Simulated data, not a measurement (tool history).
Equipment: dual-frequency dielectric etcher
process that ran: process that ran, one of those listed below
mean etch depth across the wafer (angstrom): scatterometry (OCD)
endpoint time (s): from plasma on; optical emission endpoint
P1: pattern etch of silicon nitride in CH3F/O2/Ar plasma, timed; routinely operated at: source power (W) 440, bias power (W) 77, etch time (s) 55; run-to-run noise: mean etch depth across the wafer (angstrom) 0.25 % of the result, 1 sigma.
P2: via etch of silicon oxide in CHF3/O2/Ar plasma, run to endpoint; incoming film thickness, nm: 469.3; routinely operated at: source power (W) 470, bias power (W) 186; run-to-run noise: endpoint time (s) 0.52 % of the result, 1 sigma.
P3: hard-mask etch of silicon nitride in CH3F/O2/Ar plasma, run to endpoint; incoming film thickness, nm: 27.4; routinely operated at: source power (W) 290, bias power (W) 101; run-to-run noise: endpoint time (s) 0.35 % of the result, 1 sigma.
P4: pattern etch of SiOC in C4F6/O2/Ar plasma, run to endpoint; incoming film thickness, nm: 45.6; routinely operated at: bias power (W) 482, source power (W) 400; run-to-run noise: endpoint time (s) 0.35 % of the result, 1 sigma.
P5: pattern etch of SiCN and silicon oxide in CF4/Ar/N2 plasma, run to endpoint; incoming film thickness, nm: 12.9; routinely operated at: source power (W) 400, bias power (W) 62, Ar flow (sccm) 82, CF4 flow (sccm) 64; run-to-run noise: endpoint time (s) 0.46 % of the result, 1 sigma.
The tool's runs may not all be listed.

run	hour	process that ran	source power (W)	bias power (W)	etch time (s)	Ar flow (sccm)	CF4 flow (sccm)	mean etch depth across the wafer (angstrom)	endpoint time (s)
1	5.2	P1	440	77	55			406.35	
2	8.9	P1	320	77	68.5			448.43	
3	12	P1	440	47	55			345.41	
4	17	P1	570	77	37			301.09	
5	22.5	P1	300	77	55			350.42	
6	25.7	P3	290	101					40.052
7	30.1	P5	400	62		82	76		17.227
8	35.7	P4	290	482					17.738
9	41.1	P5	400	78		82	64		16.504
10	46.5	P5	560	62		82	64		13.199
11	49	P2	290	186					309.19
12	53	P4	400	482					15.647
13	56.2	P1	440	47	32			200.12	
14	61.7	P1	440	105	55			452.45	
15	65.6	P3	230	101					43.369
16	68.5	P1	440	77	55			403.52	
17	73.3	P5	400	62		82	64		17.667
18	77.6	P1	540	77	55			437.03	
19	82.2	P1	440	77	34.5			254.06	
# hour 84.7: wet clean of the chamber
20	86.9	P2	470	186					256.12
21	91.7	P4	400	667					13.93
22	95.5	P3	290	72					45.005
23	100.6	P2	470	140					281.57
24	103.7	P1	440	77	55			405.96	
25	107.3	P5	400	62		113	64		18.61
26	111.3	P1	440	77	55			404.34	
27	116.7	P1	440	77	74			545.1	
28	121.2	P1	440	77	55			404.43	
29	123.8	P1	440	77	55			407.01	
30	128.1	P1	440	77	55			407.6	
31	133	P1	440	77	55			410.9	
32	137.8	P1	440	77	55			410.33	
33	143.3	P1	440	77	55			412.55	
# hour 146.5: wet clean of the chamber
34	147.2	P1	440	77	55			409.89	
35	151.2	P1	440	77	55			411.53	
36	154.4	P1	440	77	55			411.82	
37	157.9	P1	440	77	55			411.73	

What P1 gives has crept away from where it was. These 2 causes fit the log equally well, each at the size given:
A: bias power that arrives over what is set, % = 4.85
B: source power that arrives over what is set, % = 4.43
Onset of the creep was near hour 121.2.
All other causes, with the reason each is excluded:
chamber walls in a state that raises the etch rate, %: serviced at hour 146.5, after the change had begun; the process did not return to its earlier output

You are offered 4 check runs, listed below with question marks in place of their results; each one averages 2 wafers. Which run separates the listed causes by giving clearly different results for each?
check 1	161.4	P5	400	62		82	64		?
check 2	161.4	P3	290	101					?
check 3	161.4	P2	470	186					?
check 4	161.4	P4	400	482					?

How each check would come out, cause by cause:
check	result	if A	if B
check 1	endpoint time (s)	17.418	17.022
check 2	endpoint time (s)	39.163	39.234
check 3	endpoint time (s)	252.29	252.26
check 4	endpoint time (s)	15.449	15.474
Gap, in per cent, between the two causes that each check separates least, read from the result that separates them most: check 1 2.3 %; check 2 0.18 %; check 3 0.01 %; check 4 0.16 %
Check 1 tells the causes apart: in the others they would give nearly the same result.

Check 1 was then run and gave: endpoint time (s) 17.436. Which cause is it?

The cause is A: bias power that arrives over what is set, %.
